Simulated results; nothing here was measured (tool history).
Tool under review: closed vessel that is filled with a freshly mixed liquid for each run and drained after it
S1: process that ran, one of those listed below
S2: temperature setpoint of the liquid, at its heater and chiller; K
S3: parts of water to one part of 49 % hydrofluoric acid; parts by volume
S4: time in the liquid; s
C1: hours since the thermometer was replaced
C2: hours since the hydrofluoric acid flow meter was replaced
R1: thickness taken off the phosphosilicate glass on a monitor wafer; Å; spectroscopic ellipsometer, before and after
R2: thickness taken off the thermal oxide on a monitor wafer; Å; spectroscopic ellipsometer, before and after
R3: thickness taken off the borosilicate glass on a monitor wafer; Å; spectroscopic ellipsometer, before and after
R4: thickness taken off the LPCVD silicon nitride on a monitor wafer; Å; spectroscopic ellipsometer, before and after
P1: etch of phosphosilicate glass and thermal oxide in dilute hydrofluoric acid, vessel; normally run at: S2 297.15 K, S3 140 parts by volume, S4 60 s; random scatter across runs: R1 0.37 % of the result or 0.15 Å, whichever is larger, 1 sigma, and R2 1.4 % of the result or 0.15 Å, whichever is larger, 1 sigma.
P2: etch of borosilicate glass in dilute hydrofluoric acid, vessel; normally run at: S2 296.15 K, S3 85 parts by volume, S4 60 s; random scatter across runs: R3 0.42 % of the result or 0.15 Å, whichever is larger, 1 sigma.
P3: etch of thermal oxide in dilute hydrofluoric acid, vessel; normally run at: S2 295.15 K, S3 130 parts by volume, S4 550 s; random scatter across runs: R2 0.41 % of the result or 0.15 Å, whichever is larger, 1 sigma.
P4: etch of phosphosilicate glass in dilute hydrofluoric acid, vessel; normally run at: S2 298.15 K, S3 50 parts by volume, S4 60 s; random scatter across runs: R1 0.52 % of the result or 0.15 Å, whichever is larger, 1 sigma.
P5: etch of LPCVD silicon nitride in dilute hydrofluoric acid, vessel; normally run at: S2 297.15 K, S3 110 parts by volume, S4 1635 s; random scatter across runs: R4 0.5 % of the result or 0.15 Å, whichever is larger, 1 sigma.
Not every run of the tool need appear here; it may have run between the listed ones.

| run | hour | S1 | S2 | S3 | S4 | C1 | C2 | R1 | R2 | R3 | R4 |
|---|---|---|---|---|---|---|---|---|---|---|---|
| 1 | 11.9 | P1 | 297.15 | 140 | 60 | 1782.1 | 185.7 | 635.62 | 18.295 |  |  |
| 2 | 27.3 | P1 | 297.15 | 240 | 60 | 1797.5 | 201.1 | 330.52 | 9.1832 |  |  |
| 3 | 34.8 | P1 | 297.15 | 140 | 60 | 1805 | 208.6 | 636.13 | 18.845 |  |  |
| 4 | 42 | P4 | 298.15 | 30 | 60 | 1812.2 | 215.8 | 4475.4 |  |  |  |
| 5 | 51.3 | P4 | 298.15 | 50 | 60 | 1821.5 | 225.1 | 2653.1 |  |  |  |
| 6 | 61.7 | P2 | 296.15 | 85 | 60 | 1831.9 | 235.5 |  |  | 139.25 |  |
| 7 | 75.4 | P4 | 298.15 | 50 | 30 | 1845.6 | 249.2 | 1330.7 |  |  |  |
| 8 | 88.5 | P3 | 299.65 | 130 | 550 | 1858.7 | 262.3 |  | 216.83 |  |  |
| 9 | 97.1 | P5 | 297.15 | 110 | 1635 | 1867.3 | 270.9 |  |  |  | 70.058 |
| 10 | 111.1 | P1 | 301.15 | 140 | 60 | 1881.3 | 284.9 | 739.37 | 21.785 |  |  |
| 11 | 125 | P5 | 297.15 | 50 | 1635 | 1895.2 | 298.8 |  |  |  | 150.91 |
| 12 | 139.2 | P3 | 295.15 | 220 | 550 | 1909.4 | 313 |  | 97.105 |  |  |
| 13 | 148.5 | P1 | 290.15 | 205 | 60 | 1918.7 | 322.3 | 307.93 | 9.0566 |  |  |
| 14 | 155.6 | P4 | 298.15 | 50 | 60 | 1925.8 | 329.4 | 2634.8 |  |  |  |
| 15 | 170.3 | P1 | 292.15 | 90 | 60 | 1940.5 | 344.1 | 855.92 | 25.202 |  |  |
| 16 | 184.3 | P5 | 297.15 | 110 | 785 | 1954.5 | 358.1 |  |  |  | 33.259 |
| 17 | 197.4 | P3 | 295.15 | 130 | 550 | 1967.6 | 371.2 |  | 180.85 |  |  |
| 18 | 207.8 | P3 | 295.15 | 130 | 550 | 1978 | 381.6 |  | 181.18 |  |  |
| 19 | 214.8 | P2 | 296.15 | 85 | 35 | 1985 | 388.6 |  |  | 81.073 |  |
| 20 | 225.9 | P1 | 297.15 | 140 | 30 | 1996.1 | 399.7 | 317.19 | 9.4968 |  |  |
| 21 | 233.3 | P2 | 292.65 | 85 | 60 | 2003.5 | 407.1 |  |  | 120.58 |  |
| 22 | 247.3 | P1 | 297.15 | 140 | 100 | 2017.5 | 421.1 | 1061.9 | 31.007 |  |  |
| 23 | 259.7 | P1 | 297.15 | 140 | 60 | 2029.9 | 433.5 | 632.37 | 18.756 |  |  |
| 24 | 272.3 | P1 | 297.15 | 75 | 60 | 2042.5 | 446.1 | 1280.4 | 37.085 |  |  |
| 25 | 282.5 | P1 | 293.65 | 140 | 105 | 2052.7 | 456.3 | 967.48 | 28.383 |  |  |
| 26 | 294.3 | P2 | 296.15 | 30 | 60 | 2064.5 | 468.1 |  |  | 422.22 |  |
| 27 | 301.7 | P4 | 292.15 | 50 | 60 | 2071.9 | 475.5 | 2051.6 |  |  |  |
| 28 | 316.1 | P3 | 295.15 | 130 | 65 | 2086.3 | 489.9 |  | 21.566 |  |  |
| 29 | 327.1 | P1 | 292.65 | 140 | 60 | 2097.3 | 500.9 | 532.04 | 15.637 |  |  |
| 30 | 338.2 | P5 | 293.15 | 110 | 1635 | 2108.4 | 512 |  |  |  | 52.802 |
| 31 | 351.9 | P1 | 297.15 | 140 | 60 | 2122.1 | 525.7 | 635.21 | 18.897 |  |  |
| 32 | 367.5 | P1 | 297.15 | 140 | 60 | 2137.7 | 541.3 | 638.91 | 18.937 |  |  |
| 33 | 377.9 | P1 | 297.15 | 140 | 60 | 2148.1 | 551.7 | 638.63 | 18.094 |  |  |
| 34 | 389 | P1 | 297.15 | 140 | 60 | 2159.2 | 562.8 | 636.11 | 18.606 |  |  |
| 35 | 397.5 | P1 | 297.15 | 140 | 60 | 2167.7 | 571.3 | 618.73 | 17.689 |  |  |
| 36 | 410.7 | P1 | 297.15 | 140 | 60 | 2180.9 | 584.5 | 602.15 | 17.279 |  |  |
| 37 | 426 | P1 | 297.15 | 140 | 60 | 2196.2 | 599.8 | 594.2 | 17.698 |  |  |
| 38 | 434.4 | P1 | 297.15 | 140 | 60 | 2204.6 | 608.2 | 596.89 | 16.842 |  |  |
| 39 | 447.7 | P1 | 297.15 | 140 | 60 | 2217.9 | 621.5 | 590.22 | 17.541 |  |  |
| 40 | 462.6 | P1 | 297.15 | 140 | 60 | 2232.8 | 636.4 | 587.82 | 16.7 |  |  |
| 41 | 476.4 | P1 | 297.15 | 140 | 60 | 2246.6 | 650.2 | 588 | 16.561 |  |  |
| 42 | 484.7 | P1 | 297.15 | 140 | 60 | 2254.9 | 658.5 | 587.27 | 16.971 |  |  |

The output of P1 has drifted from where it used to be. Each of the 2 causes below, taken at the size shown beside it, accounts for the log equally well:
A: liquid colder than its thermometer reads (K) = 2.04
B: hydrofluoric acid flow below the setpoint (%) = 6.56
The onset of the drift is placed at about hour 389.

4 check runs are offered, one wafer each, their results left as question marks. Which one tells the causes apart?
| check 1 | 493 | P5 | 297.15 | 110 | 1635 |  |  |  |  |  | ? |
| check 2 | 493 | P2 | 296.15 | 85 | 60 |  |  |  |  | ? |  |
| check 3 | 493 | P4 | 298.15 | 50 | 60 |  |  | ? |  |  |  |
| check 4 | 493 | P3 | 295.15 | 130 | 550 |  |  |  | ? |  |  |

Expected result of each check under each candidate cause:
| check | result | if A | if B |
|---|---|---|---|
| check 1 | R4 | 60.546 | 64.805 |
| check 2 | R3 | 128.21 | 129.24 |
| check 3 | R1 | 2431.1 | 2458.9 |
| check 4 | R2 | 166.83 | 167.39 |
Gap, in per cent, between the two causes that each check separates least, read from the result that separates them most: check 1 6.8 %; check 2 0.8 %; check 3 1.14 %; check 4 0.34 %
The causes can be told apart only by check 1. The other checks would give nearly the same results under each of them.

Check 1 was carried out, with these results: R4 60.771 Å. Which of the listed causes is responsible?

The correct cause is A, namely: liquid colder than its thermometer reads (K).

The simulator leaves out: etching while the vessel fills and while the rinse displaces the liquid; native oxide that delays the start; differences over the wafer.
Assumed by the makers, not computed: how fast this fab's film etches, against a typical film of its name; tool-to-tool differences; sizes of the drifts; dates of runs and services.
